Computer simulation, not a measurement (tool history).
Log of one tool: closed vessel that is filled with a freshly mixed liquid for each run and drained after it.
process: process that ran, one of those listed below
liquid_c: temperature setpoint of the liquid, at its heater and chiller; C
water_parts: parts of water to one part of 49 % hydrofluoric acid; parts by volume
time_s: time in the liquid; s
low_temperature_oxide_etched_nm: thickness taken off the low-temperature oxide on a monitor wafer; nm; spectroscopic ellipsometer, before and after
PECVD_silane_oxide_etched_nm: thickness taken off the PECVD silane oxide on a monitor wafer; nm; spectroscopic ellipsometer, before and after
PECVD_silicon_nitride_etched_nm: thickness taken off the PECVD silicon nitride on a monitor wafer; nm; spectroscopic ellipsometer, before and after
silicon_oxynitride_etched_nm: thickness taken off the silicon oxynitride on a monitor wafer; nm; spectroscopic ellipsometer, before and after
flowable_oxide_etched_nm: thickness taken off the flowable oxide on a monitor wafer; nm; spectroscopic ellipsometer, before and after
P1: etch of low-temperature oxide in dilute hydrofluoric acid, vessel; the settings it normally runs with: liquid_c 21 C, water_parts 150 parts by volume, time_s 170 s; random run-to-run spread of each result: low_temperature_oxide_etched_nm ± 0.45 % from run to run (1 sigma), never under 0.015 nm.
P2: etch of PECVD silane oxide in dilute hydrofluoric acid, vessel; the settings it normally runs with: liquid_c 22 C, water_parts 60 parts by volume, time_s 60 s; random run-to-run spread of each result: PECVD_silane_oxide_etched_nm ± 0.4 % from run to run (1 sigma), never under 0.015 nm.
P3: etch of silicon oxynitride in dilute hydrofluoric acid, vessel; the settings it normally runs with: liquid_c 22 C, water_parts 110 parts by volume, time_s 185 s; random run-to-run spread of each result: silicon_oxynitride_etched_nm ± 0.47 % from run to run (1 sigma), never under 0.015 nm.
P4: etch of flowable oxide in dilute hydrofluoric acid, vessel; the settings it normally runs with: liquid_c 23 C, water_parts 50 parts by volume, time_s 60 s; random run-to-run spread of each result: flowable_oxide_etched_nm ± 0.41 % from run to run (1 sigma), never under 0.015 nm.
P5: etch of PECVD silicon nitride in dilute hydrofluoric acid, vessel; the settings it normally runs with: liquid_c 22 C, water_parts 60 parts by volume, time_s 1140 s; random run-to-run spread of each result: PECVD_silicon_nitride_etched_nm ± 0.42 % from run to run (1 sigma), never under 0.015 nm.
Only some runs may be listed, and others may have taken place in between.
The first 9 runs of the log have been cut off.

run	hour	process	liquid_c	water_parts	time_s	hours since the thermometer was replaced	hours since the hydrofluoric acid flow meter was replaced	low_temperature_oxide_etched_nm	PECVD_silane_oxide_etched_nm	PECVD_silicon_nitride_etched_nm	silicon_oxynitride_etched_nm	flowable_oxide_etched_nm
10	127.3	P5	22	60	1970	653.7	377.3			63.241		
11	136	P1	21	150	170	662.4	386	27.304				
12	148.6	P3	30	110	185	675	398.6				6.725	
13	157.7	P1	21	210	55	684.1	407.7	5.9173				
14	174.5	P3	22	200	185	700.9	424.5				2.394	
15	191.4	P3	22	110	185	717.8	441.4				4.6194	
16	201.2	P1	21	150	170	727.6	451.2	27.303				
17	218.9	P1	17	150	170	745.3	468.9	23.197				
18	230.4	P4	23	20	60	756.8	480.4					125.45
19	240.3	P5	22	60	1140	766.7	490.3			36.62		
20	253.9	P4	23	50	30	780.3	503.9					24.062
21	262.8	P2	22	60	30	789.2	512.8		11.532			
22	279.7	P4	28.5	50	60	806.1	529.7					59.882
23	290.7	P1	21	150	170	817.1	540.7	27.281				
24	307.7	P1	21	150	170	834.1	557.7	27.306				
25	317.9	P5	22	60	1140	844.3	567.9			36.823		
26	336.2	P4	23	50	60	862.6	586.2					48.287
27	355.1	P1	21	150	170	881.5	605.1	27.255				
28	371.9	P1	21	55	170	898.3	621.9	83.231				
29	389.9	P1	21	150	285	916.3	639.9	46.194				
30	406.1	P3	22	110	265	932.5	656.1				6.5907	
31	422.6	P3	22	110	185	949	672.6				4.6718	
32	433.3	P1	21	60	305	959.7	683.3	136.18				

Run 33 is up next; what results do you expect?
33	444.9	P1	17	150	100	971.3	694.9	?				

{"run 33": {"low_temperature_oxide_etched_nm": 13.629}}
